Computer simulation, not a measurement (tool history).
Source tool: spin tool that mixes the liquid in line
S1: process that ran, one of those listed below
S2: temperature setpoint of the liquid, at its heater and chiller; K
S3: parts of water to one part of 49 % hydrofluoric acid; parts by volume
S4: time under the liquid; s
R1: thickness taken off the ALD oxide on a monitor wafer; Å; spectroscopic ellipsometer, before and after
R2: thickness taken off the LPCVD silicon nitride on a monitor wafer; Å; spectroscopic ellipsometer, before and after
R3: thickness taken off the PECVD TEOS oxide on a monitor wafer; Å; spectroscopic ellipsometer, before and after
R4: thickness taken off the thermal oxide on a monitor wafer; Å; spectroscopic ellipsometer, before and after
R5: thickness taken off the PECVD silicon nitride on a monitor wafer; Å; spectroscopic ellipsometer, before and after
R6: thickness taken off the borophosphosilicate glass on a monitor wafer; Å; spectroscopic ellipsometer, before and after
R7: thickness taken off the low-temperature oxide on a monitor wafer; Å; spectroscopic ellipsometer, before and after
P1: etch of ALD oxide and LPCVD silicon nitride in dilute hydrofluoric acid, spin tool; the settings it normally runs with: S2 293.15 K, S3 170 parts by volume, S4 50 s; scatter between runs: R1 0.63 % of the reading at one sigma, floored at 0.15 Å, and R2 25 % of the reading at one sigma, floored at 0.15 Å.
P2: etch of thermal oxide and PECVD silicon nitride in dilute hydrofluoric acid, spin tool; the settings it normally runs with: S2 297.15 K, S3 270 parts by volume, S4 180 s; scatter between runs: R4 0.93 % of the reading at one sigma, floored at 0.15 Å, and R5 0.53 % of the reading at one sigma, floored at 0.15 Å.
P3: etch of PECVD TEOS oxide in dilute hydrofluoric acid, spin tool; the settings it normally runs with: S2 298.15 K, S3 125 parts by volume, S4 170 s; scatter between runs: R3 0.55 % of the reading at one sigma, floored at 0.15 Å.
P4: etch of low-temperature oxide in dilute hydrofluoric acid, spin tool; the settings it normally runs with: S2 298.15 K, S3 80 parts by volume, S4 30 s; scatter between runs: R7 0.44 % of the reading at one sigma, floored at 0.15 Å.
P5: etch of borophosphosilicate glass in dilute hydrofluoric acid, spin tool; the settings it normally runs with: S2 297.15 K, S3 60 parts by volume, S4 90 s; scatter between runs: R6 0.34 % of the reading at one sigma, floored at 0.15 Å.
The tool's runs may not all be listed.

{"run": 1, "hour": 8.0, "S1": "P1", "S2": 293.15, "S3": 170, "S4": 50, "R1": 47.598, "R2": 0.48785}
{"run": 2, "hour": 15.5, "S1": "P3", "S2": 298.15, "S3": 125, "S4": 170, "R3": 205.59}
{"run": 3, "hour": 20.1, "S1": "P2", "S2": 297.15, "S3": 270, "S4": 15, "R4": 2.1521, "R5": 3.0992}
{"run": 4, "hour": 25.2, "S1": "P5", "S2": 297.15, "S3": 60, "S4": 90, "R6": 510.12}
{"run": 5, "hour": 30.8, "S1": "P2", "S2": 297.15, "S3": 120, "S4": 180, "R4": 72.169, "R5": 82.679}
{"run": 6, "hour": 37.0, "S1": "P1", "S2": 293.15, "S3": 255, "S4": 50, "R1": 29.053, "R2": 0.41069}
{"run": 7, "hour": 41.8, "S1": "P1", "S2": 293.15, "S3": 170, "S4": 85, "R1": 80.796, "R2": 1.8274}
{"run": 8, "hour": 46.7, "S1": "P1", "S2": 290.15, "S3": 170, "S4": 25, "R1": 21.042, "R2": 0.58853}
{"run": 9, "hour": 50.5, "S1": "P5", "S2": 301.15, "S3": 60, "S4": 90, "R6": 599.05}
{"run": 10, "hour": 58.6, "S1": "P2", "S2": 297.15, "S3": 270, "S4": 180, "R4": 26.7, "R5": 36.591}
{"run": 11, "hour": 66.5, "S1": "P2", "S2": 304.65, "S3": 270, "S4": 180, "R4": 34.073, "R5": 57.854}
{"run": 12, "hour": 71.2, "S1": "P5", "S2": 297.15, "S3": 110, "S4": 90, "R6": 261.65}
{"run": 13, "hour": 75.8, "S1": "P1", "S2": 290.15, "S3": 170, "S4": 50, "R1": 41.801, "R2": 0.71686}
{"run": 14, "hour": 80.4, "S1": "P1", "S2": 299.65, "S3": 170, "S4": 95, "R1": 114.98, "R2": 3.2774}
{"run": 15, "hour": 84.4, "S1": "P1", "S2": 293.15, "S3": 170, "S4": 50, "R1": 47.611, "R2": 0.80955}
{"run": 16, "hour": 90.7, "S1": "P3", "S2": 293.65, "S3": 125, "S4": 170, "R3": 174.1}
{"run": 17, "hour": 97.1, "S1": "P1", "S2": 293.15, "S3": 170, "S4": 50, "R1": 48.207, "R2": 0.49873}
{"run": 18, "hour": 102.5, "S1": "P3", "S2": 298.15, "S3": 125, "S4": 15, "R3": 17.967}
{"run": 19, "hour": 110.7, "S1": "P1", "S2": 293.15, "S3": 170, "S4": 50, "R1": 47.505, "R2": 0.58566}
{"run": 20, "hour": 118.2, "S1": "P2", "S2": 297.15, "S3": 270, "S4": 180, "R4": 26.681, "R5": 36.812}
{"run": 21, "hour": 126.8, "S1": "P1", "S2": 293.15, "S3": 170, "S4": 20, "R1": 18.958, "R2": 0.069131}
{"run": 22, "hour": 134.9, "S1": "P4", "S2": 298.15, "S3": 20, "S4": 30, "R7": 281.37}
{"run": 23, "hour": 141.2, "S1": "P1", "S2": 293.15, "S3": 40, "S4": 50, "R1": 231.16, "R2": 4.7341}
{"run": 24, "hour": 147.5, "S1": "P3", "S2": 298.15, "S3": 220, "S4": 170, "R3": 104.1}
{"run": 25, "hour": 154.8, "S1": "P5", "S2": 297.15, "S3": 60, "S4": 15, "R6": 85.328}
{"run": 26, "hour": 160.3, "S1": "P1", "S2": 301.15, "S3": 170, "S4": 50, "R1": 64.269, "R2": 2.2509}
{"run": 27, "hour": 165.7, "S1": "P5", "S2": 297.15, "S3": 60, "S4": 90, "R6": 508.85}
{"run": 28, "hour": 174.0, "S1": "P1", "S2": 290.15, "S3": 170, "S4": 75, "R1": 63.072, "R2": 1.2651}
{"run": 29, "hour": 180.7, "S1": "P4", "S2": 298.15, "S3": 80, "S4": 15, "R7": 32.401}
{"run": 30, "hour": 188.3, "S1": "P1", "S2": 293.15, "S3": 170, "S4": 50, "R1": 48.095, "R2": 1.0285}
{"run": 31, "hour": 196.1, "S1": "P3", "S2": 298.15, "S3": 125, "S4": 170, "R3": 204.62}
{"run": 32, "hour": 200.8, "S1": "P4", "S2": 298.15, "S3": 80, "S4": 30, "R7": 64.379}
{"run": 33, "hour": 206.4, "S1": "P4", "S2": 306.15, "S3": 80, "S4": 30, "R7": 88.07}
{"run": 34, "hour": 213.6, "S1": "P1", "S2": 293.15, "S3": 170, "S4": 50, "R1": 47.624, "R2": 0.94255}
{"run": 35, "hour": 220.7, "S1": "P1", "S2": 293.15, "S3": 170, "S4": 50, "R1": 48.647, "R2": 1.0597}
{"run": 36, "hour": 226.5, "S1": "P1", "S2": 293.15, "S3": 170, "S4": 50, "R1": 50.157, "R2": 1.8075}
{"run": 37, "hour": 233.2, "S1": "P1", "S2": 293.15, "S3": 170, "S4": 50, "R1": 50.27, "R2": 0.58377}
{"run": 38, "hour": 237.6, "S1": "P1", "S2": 293.15, "S3": 170, "S4": 50, "R1": 50.825, "R2": 1.1731}
{"run": 39, "hour": 244.2, "S1": "P1", "S2": 293.15, "S3": 170, "S4": 50, "R1": 51.334, "R2": 1.2085}
{"run": 40, "hour": 248.3, "S1": "P1", "S2": 293.15, "S3": 170, "S4": 50, "R1": 51.126, "R2": 1.9378}
{"run": 41, "hour": 253.9, "S1": "P1", "S2": 293.15, "S3": 170, "S4": 50, "R1": 50.775, "R2": 1.6014}
{"run": 42, "hour": 258.5, "S1": "P1", "S2": 293.15, "S3": 170, "S4": 50, "R1": 50.783, "R2": 0.81175}

What P1 gives has crept away from where it was. These 2 causes fit the log equally well, each at the size given:
A: liquid hotter than its thermometer reads (K) = 1.94
B: hydrofluoric acid flow above the setpoint (%) = 6.65
At approximately hour 213.6, the process output began to creep.

4 check runs are offered, one wafer each, their results left as question marks. Which one tells the causes apart?
{"run": "check 1", "hour": 263.1, "S1": "P4", "S2": 304.15, "S3": 20, "S4": 30, "R7": "?"}
{"run": "check 2", "hour": 263.1, "S1": "P3", "S2": 298.15, "S3": 180, "S4": 170, "R3": "?"}
{"run": "check 3", "hour": 263.1, "S1": "P5", "S2": 297.15, "S3": 90, "S4": 90, "R6": "?"}
{"run": "check 4", "hour": 263.1, "S1": "P2", "S2": 302.65, "S3": 270, "S4": 180, "R4": "?", "R5": "?"}

What every check run would give for each of its results, assuming each possible cause in turn:
check=check_1 result=R7 if_A=386.18 if_B=382.05
check=check_2 result=R3 if_A=143.68 if_B=144.54
check=check_3 result=R6 if_A=353.62 if_B=351.72
check=check_4 result=R4 if_A=34.416 if_B=35.114
check=check_4 result=R5 if_A=57.84 if_B=55.22
Per check, the gap between the least separated pair of causes, taken in the result that splits them most: check 1 1.08 %; check 2 0.59 %; check 3 0.54 %; check 4 4.63 %
Check 4 distinguishes between the causes, while the remaining checks would return nearly the same result for all of them.

Check 4 has now been run. It gave: R4 34.082 Å; R5 57.975 Å. Which of the candidate causes is it?

It is A: liquid hotter than its thermometer reads (K).
